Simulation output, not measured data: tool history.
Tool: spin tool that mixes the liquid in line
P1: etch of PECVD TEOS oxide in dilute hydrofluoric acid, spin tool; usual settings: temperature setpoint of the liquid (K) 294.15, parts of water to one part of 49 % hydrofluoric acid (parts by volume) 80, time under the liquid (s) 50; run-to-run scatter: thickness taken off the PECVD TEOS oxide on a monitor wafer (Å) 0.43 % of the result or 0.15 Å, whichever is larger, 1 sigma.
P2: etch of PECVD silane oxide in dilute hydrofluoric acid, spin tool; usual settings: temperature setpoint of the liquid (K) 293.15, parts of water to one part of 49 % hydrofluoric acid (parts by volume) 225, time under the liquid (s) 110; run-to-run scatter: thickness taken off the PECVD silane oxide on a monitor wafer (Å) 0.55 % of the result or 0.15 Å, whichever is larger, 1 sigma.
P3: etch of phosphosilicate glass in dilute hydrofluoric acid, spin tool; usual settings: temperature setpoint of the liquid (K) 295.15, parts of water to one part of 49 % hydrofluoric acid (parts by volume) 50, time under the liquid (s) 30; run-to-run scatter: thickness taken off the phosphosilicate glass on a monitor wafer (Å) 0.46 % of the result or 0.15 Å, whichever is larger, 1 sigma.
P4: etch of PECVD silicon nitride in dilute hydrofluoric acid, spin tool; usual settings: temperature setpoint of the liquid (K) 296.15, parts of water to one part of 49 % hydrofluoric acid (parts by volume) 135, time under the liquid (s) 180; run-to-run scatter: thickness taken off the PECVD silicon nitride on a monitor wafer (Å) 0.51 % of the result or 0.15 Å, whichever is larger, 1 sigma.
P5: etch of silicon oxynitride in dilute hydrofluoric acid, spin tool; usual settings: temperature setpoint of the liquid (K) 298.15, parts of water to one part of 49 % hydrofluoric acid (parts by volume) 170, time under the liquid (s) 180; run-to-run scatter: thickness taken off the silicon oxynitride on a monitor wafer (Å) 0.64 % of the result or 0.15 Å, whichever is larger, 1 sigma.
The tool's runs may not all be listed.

| run | hour | process that ran | temperature setpoint of the liquid (K) | parts of water to one part of 49 % hydrofluoric acid (parts by volume) | time under the liquid (s) | hours since the thermometer was replaced | hours since the hydrofluoric acid flow meter was replaced | thickness taken off the PECVD TEOS oxide on a monitor wafer (Å) | thickness taken off the PECVD silicon nitride on a monitor wafer (Å) | thickness taken off the silicon oxynitride on a monitor wafer (Å) | thickness taken off the phosphosilicate glass on a monitor wafer (Å) | thickness taken off the PECVD silane oxide on a monitor wafer (Å) |
|---|---|---|---|---|---|---|---|---|---|---|---|---|
| 1 | 10.2 | P1 | 294.15 | 80 | 50 | 1043.4 | 1093.0 | 49.865 |  |  |  |  |
| 2 | 16.4 | P1 | 294.15 | 80 | 50 | 1049.6 | 1099.2 | 49.457 |  |  |  |  |
| 3 | 25.1 | P1 | 294.15 | 20 | 50 | 1058.3 | 1107.9 | 213.510 |  |  |  |  |
| 4 | 30.6 | P4 | 296.15 | 135 | 180 | 1063.8 | 1113.4 |  | 68.513 |  |  |  |
| 5 | 37.5 | P5 | 298.15 | 170 | 180 | 1070.7 | 1120.3 |  |  | 46.151 |  |  |
| 6 | 44.5 | P1 | 290.15 | 80 | 50 | 1077.7 | 1127.3 | 41.945 |  |  |  |  |
| 7 | 52.7 | P1 | 294.15 | 80 | 50 | 1085.9 | 1135.5 | 50.120 |  |  |  |  |
| 8 | 60.1 | P1 | 294.15 | 80 | 15 | 1093.3 | 1142.9 | 14.702 |  |  |  |  |
| 9 | 70.6 | P1 | 294.15 | 80 | 50 | 1103.8 | 1153.4 | 49.973 |  |  |  |  |
| 10 | 75.7 | P5 | 298.15 | 170 | 180 | 1108.9 | 1158.5 |  |  | 46.212 |  |  |
| 11 | 85.1 | P4 | 296.15 | 220 | 180 | 1118.3 | 1167.9 |  | 41.999 |  |  |  |
| 12 | 90.9 | P3 | 295.15 | 50 | 30 | 1124.1 | 1173.7 |  |  |  | 1192.40 |  |
| 13 | 100.6 | P2 | 293.15 | 225 | 205 | 1133.8 | 1183.4 |  |  |  |  | 191.620 |
| 14 | 109.1 | P4 | 291.65 | 135 | 180 | 1142.3 | 1191.9 |  | 51.207 |  |  |  |
| 15 | 113.9 | P2 | 293.15 | 225 | 110 | 1147.1 | 1196.7 |  |  |  |  | 102.250 |
| 16 | 122.9 | P1 | 294.15 | 145 | 50 | 1156.1 | 1205.7 | 25.449 |  |  |  |  |
| 17 | 132.9 | P1 | 294.15 | 115 | 80 | 1166.1 | 1215.7 | 53.228 |  |  |  |  |
| 18 | 142.5 | P3 | 299.65 | 50 | 30 | 1175.7 | 1225.3 |  |  |  | 1431.40 |  |
| 19 | 147.3 | P5 | 298.15 | 70 | 180 | 1180.5 | 1230.1 |  |  | 120.590 |  |  |
| 20 | 156.5 | P1 | 301.15 | 80 | 50 | 1189.7 | 1239.3 | 65.151 |  |  |  |  |
| 21 | 162.0 | P2 | 293.15 | 225 | 110 | 1195.2 | 1244.8 |  |  |  |  | 103.780 |
| 22 | 168.0 | P1 | 294.15 | 80 | 50 | 1201.2 | 1250.8 | 50.143 |  |  |  |  |
| 23 | 173.3 | P2 | 293.15 | 120 | 110 | 1206.5 | 1256.1 |  |  |  |  | 218.210 |
| 24 | 178.1 | P1 | 294.15 | 80 | 50 | 1211.3 | 1260.9 | 49.720 |  |  |  |  |
| 25 | 187.8 | P5 | 298.15 | 170 | 45 | 1221.0 | 1270.6 |  |  | 11.258 |  |  |
| 26 | 197.4 | P3 | 295.15 | 50 | 30 | 1230.6 | 1280.2 |  |  |  | 1198.10 |  |
| 27 | 207.1 | P2 | 290.15 | 225 | 110 | 1240.3 | 1289.9 |  |  |  |  | 92.287 |
| 28 | 212.5 | P1 | 297.65 | 80 | 80 | 1245.7 | 1295.3 | 92.163 |  |  |  |  |
| 29 | 223.1 | P3 | 295.15 | 20 | 30 | 1256.3 | 1305.9 |  |  |  | 3109.80 |  |
| 30 | 232.2 | P1 | 294.15 | 80 | 85 | 1265.4 | 1315.0 | 84.551 |  |  |  |  |
| 31 | 240.3 | P5 | 303.15 | 170 | 180 | 1273.5 | 1323.1 |  |  | 56.963 |  |  |
| 32 | 249.3 | P3 | 295.15 | 50 | 15 | 1282.5 | 1332.1 |  |  |  | 592.12 |  |
| 33 | 258.4 | P4 | 296.15 | 135 | 55 | 1291.6 | 1341.2 |  | 20.734 |  |  |  |
| 34 | 265.7 | P1 | 294.15 | 80 | 50 | 1298.9 | 1348.5 | 49.532 |  |  |  |  |
| 35 | 274.2 | P1 | 294.15 | 80 | 50 | 1307.4 | 1357.0 | 51.172 |  |  |  |  |
| 36 | 284.0 | P1 | 294.15 | 80 | 50 | 1317.2 | 1366.8 | 51.666 |  |  |  |  |
| 37 | 293.7 | P1 | 294.15 | 80 | 50 | 1326.9 | 1376.5 | 52.623 |  |  |  |  |
| 38 | 301.4 | P1 | 294.15 | 80 | 50 | 1334.6 | 1384.2 | 52.610 |  |  |  |  |
| 39 | 310.6 | P1 | 294.15 | 80 | 50 | 1343.8 | 1393.4 | 53.118 |  |  |  |  |
| 40 | 316.6 | P1 | 294.15 | 80 | 50 | 1349.8 | 1399.4 | 53.455 |  |  |  |  |
| 41 | 321.7 | P1 | 294.15 | 80 | 50 | 1354.9 | 1404.5 | 53.418 |  |  |  |  |
| 42 | 328.9 | P1 | 294.15 | 80 | 50 | 1362.1 | 1411.7 | 53.226 |  |  |  |  |
| 43 | 338.8 | P1 | 294.15 | 80 | 50 | 1372.0 | 1421.6 | 53.220 |  |  |  |  |

What P1 gives has crept away from where it was. These 2 causes fit the log equally well, each at the size given:
A: liquid hotter than its thermometer reads (K) = 1.75
B: hydrofluoric acid flow above the setpoint (%) = 6.76
The creep began at about hour 265.7.

4 check runs are offered, one wafer each, their results left as question marks. Which one tells the causes apart?
| check 1 | 348.7 | P3 | 295.15 | 50 | 30 |  |  |  |  |  | ? |  |
| check 2 | 348.7 | P5 | 298.15 | 170 | 180 |  |  |  |  | ? |  |  |
| check 3 | 348.7 | P2 | 293.15 | 225 | 110 |  |  |  |  |  |  | ? |
| check 4 | 348.7 | P4 | 296.15 | 135 | 180 |  |  |  | ? |  |  |  |

What each check would give under each cause:
| check | result | if A | if B |
|---|---|---|---|
| check 1 | thickness taken off the phosphosilicate glass on a monitor wafer (Å) | 1277.60 | 1273.60 |
| check 2 | thickness taken off the silicon oxynitride on a monitor wafer (Å) | 49.328 | 49.138 |
| check 3 | thickness taken off the PECVD silane oxide on a monitor wafer (Å) | 110.290 | 111.760 |
| check 4 | thickness taken off the PECVD silicon nitride on a monitor wafer (Å) | 76.811 | 73.119 |
How far apart the two closest causes lie, in the result that separates them most: check 1 0.32 %; check 2 0.39 %; check 3 1.32 %; check 4 4.93 %
Only check 4 tells the causes apart: in the others they would give nearly the same result.

Then check 4 was run and gave: thickness taken off the PECVD silicon nitride on a monitor wafer (Å) 72.729. Which cause is it?

It is B: hydrofluoric acid flow above the setpoint (%).
